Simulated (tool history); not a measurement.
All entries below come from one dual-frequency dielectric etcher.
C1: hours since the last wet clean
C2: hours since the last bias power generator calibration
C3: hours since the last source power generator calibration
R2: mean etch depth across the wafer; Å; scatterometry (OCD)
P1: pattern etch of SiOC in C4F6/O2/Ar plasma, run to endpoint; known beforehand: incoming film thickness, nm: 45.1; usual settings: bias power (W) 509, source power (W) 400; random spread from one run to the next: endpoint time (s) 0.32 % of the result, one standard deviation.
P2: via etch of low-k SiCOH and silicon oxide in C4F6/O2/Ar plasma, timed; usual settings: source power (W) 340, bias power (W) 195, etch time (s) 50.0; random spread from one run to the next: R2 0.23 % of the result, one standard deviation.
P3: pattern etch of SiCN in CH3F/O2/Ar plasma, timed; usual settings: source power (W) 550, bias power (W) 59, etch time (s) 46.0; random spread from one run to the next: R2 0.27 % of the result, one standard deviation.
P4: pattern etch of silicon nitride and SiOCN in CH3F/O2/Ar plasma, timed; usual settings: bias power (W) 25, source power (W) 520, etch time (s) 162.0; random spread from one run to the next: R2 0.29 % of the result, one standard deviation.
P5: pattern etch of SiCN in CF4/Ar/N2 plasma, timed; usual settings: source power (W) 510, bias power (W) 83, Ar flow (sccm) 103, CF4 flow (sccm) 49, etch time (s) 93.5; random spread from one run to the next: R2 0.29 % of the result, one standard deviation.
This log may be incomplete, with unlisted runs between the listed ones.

Run 1, hour 6.3: process that ran P1, bias power (W) 509, source power (W) 400; C1 209.2; C2 3494.7; C3 1024.9. Result: endpoint time (s) 15.209.
Run 2, hour 13.8: process that ran P1, bias power (W) 316, source power (W) 270; C1 216.7; C2 3502.2; C3 1032.4. Result: endpoint time (s) 21.082.
Run 3, hour 19.9: process that ran P1, bias power (W) 509, source power (W) 480; C1 222.8; C2 3508.3; C3 1038.5. Result: endpoint time (s) 14.236.
Run 4, hour 25.9: process that ran P5, bias power (W) 83, source power (W) 510, Ar flow (sccm) 103, CF4 flow (sccm) 49, etch time (s) 93.5; C1 228.8; C2 3514.3; C3 1044.5. Result: R2 893.74 Å.
Run 5, hour 30.7: process that ran P1, bias power (W) 509, source power (W) 400; C1 233.6; C2 3519.1; C3 1049.3. Result: endpoint time (s) 15.261.
Run 6, hour 35.9: process that ran P2, bias power (W) 157, source power (W) 340, etch time (s) 50.0; C1 238.8; C2 3524.3; C3 1054.5. Result: R2 1066.10 Å.
Run 7, hour 46.0: process that ran P1, bias power (W) 363, source power (W) 500; C1 248.9; C2 3534.4; C3 1064.6. Result: endpoint time (s) 15.936.
Run 8, hour 55.7: process that ran P5, bias power (W) 83, source power (W) 510, Ar flow (sccm) 103, CF4 flow (sccm) 49, etch time (s) 62.5; C1 258.6; C2 3544.1; C3 1074.3. Result: R2 595.71 Å.
Run 9, hour 64.8: process that ran P4, bias power (W) 25, source power (W) 640, etch time (s) 162.0; C1 267.7; C2 3553.2; C3 1083.4. Result: R2 261.21 Å.
Run 10, hour 73.1: process that ran P1, bias power (W) 389, source power (W) 400; C1 276.0; C2 3561.5; C3 1091.7. Result: endpoint time (s) 16.833.
Run 11, hour 82.6: process that ran P3, bias power (W) 59, source power (W) 550, etch time (s) 34.0; C1 285.5; C2 3571.0; C3 1101.2. Result: R2 131.73 Å.
Run 12, hour 88.6: process that ran P2, bias power (W) 195, source power (W) 410, etch time (s) 50.0; C1 291.5; C2 3577.0; C3 1107.2. Result: R2 1228.10 Å.
Run 13, hour 95.9: process that ran P2, bias power (W) 195, source power (W) 340, etch time (s) 61.0; C1 298.8; C2 3584.3; C3 1114.5. Result: R2 1388.90 Å.
Run 14, hour 101.5: process that ran P5, bias power (W) 83, source power (W) 510, Ar flow (sccm) 103, CF4 flow (sccm) 34, etch time (s) 93.5; C1 304.4; C2 3589.9; C3 1120.1. Result: R2 842.06 Å.
Run 15, hour 107.7: process that ran P5, bias power (W) 83, source power (W) 670, Ar flow (sccm) 103, CF4 flow (sccm) 49, etch time (s) 93.5; C1 310.6; C2 3596.1; C3 1126.3. Result: R2 1133.60 Å.
Run 16, hour 113.7: process that ran P1, bias power (W) 509, source power (W) 400; C1 316.6; C2 3602.1; C3 1132.3. Result: endpoint time (s) 15.299.
Run 17, hour 122.1: process that ran P4, bias power (W) 20, source power (W) 520, etch time (s) 162.0; C1 325.0; C2 3610.5; C3 1140.7. Result: R2 220.62 Å.
Run 18, hour 131.5: process that ran P5, bias power (W) 107, source power (W) 510, Ar flow (sccm) 103, CF4 flow (sccm) 49, etch time (s) 93.5; C1 334.4; C2 3619.9; C3 1150.1. Result: R2 984.65 Å.
Run 19, hour 136.9: process that ran P3, bias power (W) 44, source power (W) 550, etch time (s) 46.0; C1 339.8; C2 3625.3; C3 1155.5. Result: R2 162.59 Å.
Run 20, hour 147.4: process that ran P3, bias power (W) 59, source power (W) 550, etch time (s) 46.0; C1 350.3; C2 3635.8; C3 1166.0. Result: R2 178.15 Å.
Run 21, hour 155.6: process that ran P4, bias power (W) 25, source power (W) 520, etch time (s) 162.0; C1 358.5; C2 3644.0; C3 1174.2. Result: R2 242.03 Å.
Run 22, hour 165.0: process that ran P2, bias power (W) 195, source power (W) 340, etch time (s) 50.0; C1 367.9; C2 3653.4; C3 1183.6. Result: R2 1143.90 Å.
Run 23, hour 172.8: process that ran P4, bias power (W) 25, source power (W) 520, etch time (s) 162.0; C1 375.7; C2 3661.2; C3 1191.4. Result: R2 241.98 Å.
Run 24, hour 183.0: process that ran P5, bias power (W) 83, source power (W) 510, Ar flow (sccm) 126, CF4 flow (sccm) 49, etch time (s) 93.5; C1 385.9; C2 3671.4; C3 1201.6. Result: R2 865.51 Å.
Run 25, hour 189.0: process that ran P1, bias power (W) 509, source power (W) 400; C1 391.9; C2 3677.4; C3 1207.6. Result: endpoint time (s) 15.255.
Run 26, hour 194.7: process that ran P3, bias power (W) 59, source power (W) 550, etch time (s) 46.0; C1 397.6; C2 3683.1; C3 1213.3. Result: R2 178.45 Å.
Run 27, hour 204.6: process that ran P4, bias power (W) 25, source power (W) 520, etch time (s) 240.0; C1 407.5; C2 3693.0; C3 1223.2. Result: R2 357.70 Å.
Run 28, hour 211.1: process that ran P1, bias power (W) 509, source power (W) 260; C1 414.0; C2 3699.5; C3 1229.7. Result: endpoint time (s) 17.827.
Run 29, hour 221.4: process that ran P3, bias power (W) 59, source power (W) 720, etch time (s) 46.0; C1 424.3; C2 3709.8; C3 1240.0. Result: R2 197.72 Å.
Run 30, hour 230.4: process that ran P1, bias power (W) 679, source power (W) 400; C1 433.3; C2 3718.8; C3 1249.0. Result: endpoint time (s) 13.638.
Run 31, hour 237.6: process that ran P1, bias power (W) 509, source power (W) 400; C1 440.5; C2 3726.0; C3 1256.2. Result: endpoint time (s) 15.228.
Run 32, hour 245.8: process that ran P1, bias power (W) 509, source power (W) 400; C1 448.7; C2 3734.2; C3 1264.4. Result: endpoint time (s) 15.317.
Run 33, hour 253.0: process that ran P1, bias power (W) 509, source power (W) 400; C1 455.9; C2 3741.4; C3 1271.6. Result: endpoint time (s) 15.336.
At hour 261.5: wet clean of the chamber.
Run 34, hour 261.8: process that ran P1, bias power (W) 509, source power (W) 400; C1 0.4; C2 3750.2; C3 1280.4. Result: endpoint time (s) 15.468.
Run 35, hour 268.3: process that ran P1, bias power (W) 509, source power (W) 400; C1 6.9; C2 3756.7; C3 1286.9. Result: endpoint time (s) 15.385.
Run 36, hour 273.4: process that ran P1, bias power (W) 509, source power (W) 400; C1 12.0; C2 3761.8; C3 1292.0. Result: endpoint time (s) 15.494.
Run 37, hour 280.1: process that ran P1, bias power (W) 509, source power (W) 400; C1 18.7; C2 3768.5; C3 1298.7. Result: endpoint time (s) 15.460.
Run 38, hour 288.9: process that ran P1, bias power (W) 509, source power (W) 400; C1 27.5; C2 3777.3; C3 1307.5. Result: endpoint time (s) 15.455.

Something has made what P1 gives creep away from where it was; the 2 causes below, each at its own stated size, fit the log equally well:
A: bias power that arrives under what is set, % = 4.2
B: source power that arrives under what is set, % = 4.25
Creep in the process output first set in at about hour 245.8.
All other causes, with the reason each is excluded:
chamber walls in a state that lowers the etch rate, %: maintenance at hour 261.5, after the shift began, did not return the process to its former output

Consider the 4 single-wafer check runs listed below, results given as question marks: which one distinguishes between the causes by giving clearly different results for each?
Run check 1, hour 297.7: process that ran P4, bias power (W) 25, source power (W) 520, etch time (s) 162.0. Result: R2 ?.
Run check 2, hour 297.7: process that ran P3, bias power (W) 59, source power (W) 550, etch time (s) 46.0. Result: R2 ?.
Run check 3, hour 297.7: process that ran P2, bias power (W) 195, source power (W) 340, etch time (s) 50.0. Result: R2 ?.
Run check 4, hour 297.7: process that ran P5, bias power (W) 83, source power (W) 510, Ar flow (sccm) 103, CF4 flow (sccm) 49, etch time (s) 93.5. Result: R2 ?.

Outcome of each check run for each possible cause:
  check  result     if A     if B
check 1      R2   238.09   239.07
check 2      R2   176.16   175.69
check 3      R2  1127.10  1123.90
check 4      R2   880.38   861.49
Per check, the gap between the least separated pair of causes, taken in the result that splits them most: check 1 0.41 %; check 2 0.27 %; check 3 0.29 %; check 4 2.17 %
Only in check 4 would the causes give clearly different results; in the remaining checks their results would be nearly the same.

After running check 4, the following was obtained: R2 858.46 Å. Which cause does this point to?

The cause is B: source power that arrives under what is set, %.
